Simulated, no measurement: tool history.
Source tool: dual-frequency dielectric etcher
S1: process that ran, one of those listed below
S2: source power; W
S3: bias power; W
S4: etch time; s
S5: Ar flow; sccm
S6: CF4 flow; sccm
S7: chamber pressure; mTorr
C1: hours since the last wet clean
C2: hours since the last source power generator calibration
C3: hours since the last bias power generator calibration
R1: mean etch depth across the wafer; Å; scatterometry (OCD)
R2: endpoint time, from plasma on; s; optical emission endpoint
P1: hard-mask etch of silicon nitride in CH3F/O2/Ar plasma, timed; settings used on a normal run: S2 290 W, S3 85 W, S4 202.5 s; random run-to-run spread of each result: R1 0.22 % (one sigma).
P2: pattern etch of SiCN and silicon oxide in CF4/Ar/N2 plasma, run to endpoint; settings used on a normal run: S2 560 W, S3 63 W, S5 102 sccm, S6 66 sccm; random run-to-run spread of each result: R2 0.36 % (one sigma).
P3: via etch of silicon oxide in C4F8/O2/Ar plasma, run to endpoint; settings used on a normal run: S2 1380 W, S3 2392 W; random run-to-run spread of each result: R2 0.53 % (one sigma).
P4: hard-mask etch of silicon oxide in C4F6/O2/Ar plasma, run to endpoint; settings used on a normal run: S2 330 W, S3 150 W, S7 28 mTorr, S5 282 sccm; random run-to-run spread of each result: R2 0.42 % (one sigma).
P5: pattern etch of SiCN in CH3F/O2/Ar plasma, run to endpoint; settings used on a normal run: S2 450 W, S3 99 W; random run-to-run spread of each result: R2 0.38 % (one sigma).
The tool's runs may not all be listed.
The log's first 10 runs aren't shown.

run 11 hour=55 | S1=P1 S2=290 S3=85 S4=124 | C1=369 C2=2445.9 C3=842.1 | R1=789.54
run 12 hour=61.1 | S1=P4 S2=330 S3=150 S5=282 S7=28 | C1=375.1 C2=2452 C3=848.2 | R2=56.027
run 13 hour=65.6 | S1=P1 S2=290 S3=85 S4=202.5 | C1=379.6 C2=2456.5 C3=852.7 | R1=1290.3
run 14 hour=69 | S1=P1 S2=290 S3=85 S4=202.5 | C1=383 C2=2459.9 C3=856.1 | R1=1288.8
run 15 hour=75.1 | S1=P1 S2=290 S3=85 S4=278.5 | C1=389.1 C2=2466 C3=862.2 | R1=1775.9
run 16 hour=81.8 | S1=P5 S2=450 S3=99 | C1=395.8 C2=2472.7 C3=868.9 | R2=30.226
run 17 hour=88.7 | S1=P3 S2=1380 S3=3365 | C1=402.7 C2=2479.6 C3=875.8 | R2=382.32
run 18 hour=95.7 | S1=P4 S2=330 S3=150 S5=282 S7=35 | C1=409.7 C2=2486.6 C3=882.8 | R2=57.885
run 19 hour=100.1 | S1=P1 S2=210 S3=85 S4=202.5 | C1=414.1 C2=2491 C3=887.2 | R1=1146.5
-- hour=102.7 wet clean of the chamber
run 20 hour=107 | S1=P1 S2=290 S3=85 S4=202.5 | C1=4.3 C2=2497.9 C3=894.1 | R1=1288.7
run 21 hour=111.8 | S1=P1 S2=290 S3=85 S4=202.5 | C1=9.1 C2=2502.7 C3=898.9 | R1=1286.4
run 22 hour=116.2 | S1=P1 S2=290 S3=85 S4=202.5 | C1=13.5 C2=2507.1 C3=903.3 | R1=1292.2
run 23 hour=120.5 | S1=P4 S2=330 S3=150 S5=359 S7=28 | C1=17.8 C2=2511.4 C3=907.6 | R2=57.637
run 24 hour=125.7 | S1=P5 S2=330 S3=99 | C1=23 C2=2516.6 C3=912.8 | R2=33.802
run 25 hour=130 | S1=P5 S2=450 S3=74 | C1=27.3 C2=2520.9 C3=917.1 | R2=33.406
run 26 hour=137.2 | S1=P2 S2=560 S3=63 S5=102 S6=86 | C1=34.5 C2=2528.1 C3=924.3 | R2=14.841

Estimate the outcome of run 27 from the log above:
run 27 hour=141.3 | S1=P1 S2=290 S3=109 S4=295.5 | C1=38.6 C2=2532.2 C3=928.4 | R1=?

R1: 2071 Å
